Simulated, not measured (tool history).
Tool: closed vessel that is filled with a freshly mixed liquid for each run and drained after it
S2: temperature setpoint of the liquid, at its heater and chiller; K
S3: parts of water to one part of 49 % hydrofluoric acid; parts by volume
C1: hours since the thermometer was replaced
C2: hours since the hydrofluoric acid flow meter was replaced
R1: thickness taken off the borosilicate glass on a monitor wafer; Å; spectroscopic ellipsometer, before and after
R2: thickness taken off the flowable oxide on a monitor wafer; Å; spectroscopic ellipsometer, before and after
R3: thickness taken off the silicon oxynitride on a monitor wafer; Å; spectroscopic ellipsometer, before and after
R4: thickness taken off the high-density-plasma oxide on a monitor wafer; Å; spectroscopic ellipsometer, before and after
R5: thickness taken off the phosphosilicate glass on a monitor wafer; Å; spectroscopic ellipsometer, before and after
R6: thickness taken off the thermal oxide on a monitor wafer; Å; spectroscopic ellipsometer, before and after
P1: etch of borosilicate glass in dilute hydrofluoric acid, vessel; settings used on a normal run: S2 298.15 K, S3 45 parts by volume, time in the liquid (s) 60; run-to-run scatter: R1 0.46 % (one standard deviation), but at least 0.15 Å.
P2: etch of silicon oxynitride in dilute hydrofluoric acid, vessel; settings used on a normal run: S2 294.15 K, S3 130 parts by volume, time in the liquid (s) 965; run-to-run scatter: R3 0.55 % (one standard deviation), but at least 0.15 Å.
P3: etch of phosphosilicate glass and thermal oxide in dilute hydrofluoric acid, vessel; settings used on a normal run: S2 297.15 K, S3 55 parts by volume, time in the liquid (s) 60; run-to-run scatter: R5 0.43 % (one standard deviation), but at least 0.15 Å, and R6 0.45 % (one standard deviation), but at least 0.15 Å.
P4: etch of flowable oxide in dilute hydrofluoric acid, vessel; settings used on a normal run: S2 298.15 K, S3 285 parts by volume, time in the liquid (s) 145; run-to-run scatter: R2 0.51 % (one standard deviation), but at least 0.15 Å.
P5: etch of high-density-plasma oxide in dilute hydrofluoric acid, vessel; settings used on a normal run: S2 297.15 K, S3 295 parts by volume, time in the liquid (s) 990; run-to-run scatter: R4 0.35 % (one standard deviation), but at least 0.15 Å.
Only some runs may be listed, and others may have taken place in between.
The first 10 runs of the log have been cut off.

Run 11, hour 86.4: process that ran P5, S2 297.15 K, S3 295 parts by volume, time in the liquid (s) 990; C1 568.3; C2 494.9. Result: R4 159.930 Å.
Run 12, hour 96.5: process that ran P1, S2 298.15 K, S3 45 parts by volume, time in the liquid (s) 30; C1 578.4; C2 505.0. Result: R1 268.86 Å.
Run 13, hour 104.9: process that ran P1, S2 298.15 K, S3 65 parts by volume, time in the liquid (s) 60; C1 586.8; C2 513.4. Result: R1 362.52 Å.
Run 14, hour 114.6: process that ran P5, S2 297.15 K, S3 60 parts by volume, time in the liquid (s) 990; C1 596.5; C2 523.1. Result: R4 1025.300 Å.
Run 15, hour 121.2: process that ran P1, S2 294.15 K, S3 45 parts by volume, time in the liquid (s) 60; C1 603.1; C2 529.7. Result: R1 456.89 Å.
Run 16, hour 126.7: process that ran P1, S2 298.15 K, S3 45 parts by volume, time in the liquid (s) 60; C1 608.6; C2 535.2. Result: R1 531.96 Å.
Run 17, hour 136.3: process that ran P1, S2 298.15 K, S3 45 parts by volume, time in the liquid (s) 60; C1 618.2; C2 544.8. Result: R1 532.29 Å.
Run 18, hour 144.1: process that ran P1, S2 298.15 K, S3 45 parts by volume, time in the liquid (s) 60; C1 626.0; C2 552.6. Result: R1 532.92 Å.
Run 19, hour 152.6: process that ran P1, S2 298.15 K, S3 45 parts by volume, time in the liquid (s) 95; C1 634.5; C2 561.1. Result: R1 852.06 Å.
Run 20, hour 157.6: process that ran P3, S2 297.15 K, S3 55 parts by volume, time in the liquid (s) 30; C1 639.5; C2 566.1. Result: R5 1027.3 Å, R6 27.826 Å.
Run 21, hour 164.4: process that ran P4, S2 298.15 K, S3 430 parts by volume, time in the liquid (s) 145; C1 646.3; C2 572.9. Result: R2 72.011 Å.
Run 22, hour 170.7: process that ran P1, S2 298.15 K, S3 45 parts by volume, time in the liquid (s) 60; C1 652.6; C2 579.2. Result: R1 534.96 Å.
Run 23, hour 177.4: process that ran P1, S2 298.15 K, S3 20 parts by volume, time in the liquid (s) 60; C1 659.3; C2 585.9. Result: R1 1256.90 Å.
Run 24, hour 184.6: process that ran P1, S2 292.65 K, S3 70 parts by volume, time in the liquid (s) 60; C1 666.5; C2 593.1. Result: R1 264.71 Å.
Run 25, hour 189.5: process that ran P3, S2 297.15 K, S3 55 parts by volume, time in the liquid (s) 60; C1 671.4; C2 598.0. Result: R5 2060.5 Å, R6 56.062 Å.
Run 26, hour 194.7: process that ran P4, S2 298.15 K, S3 285 parts by volume, time in the liquid (s) 285; C1 676.6; C2 603.2. Result: R2 247.790 Å.
Run 27, hour 203.4: process that ran P5, S2 290.15 K, S3 295 parts by volume, time in the liquid (s) 990; C1 685.3; C2 611.9. Result: R4 123.680 Å.

Run 28 comes next. What will it give?
Run 28, hour 208.3: process that ran P2, S2 294.15 K, S3 225 parts by volume, time in the liquid (s) 965; C1 690.2; C2 616.8. Result: R3 ?.

R3: 148.35 Å

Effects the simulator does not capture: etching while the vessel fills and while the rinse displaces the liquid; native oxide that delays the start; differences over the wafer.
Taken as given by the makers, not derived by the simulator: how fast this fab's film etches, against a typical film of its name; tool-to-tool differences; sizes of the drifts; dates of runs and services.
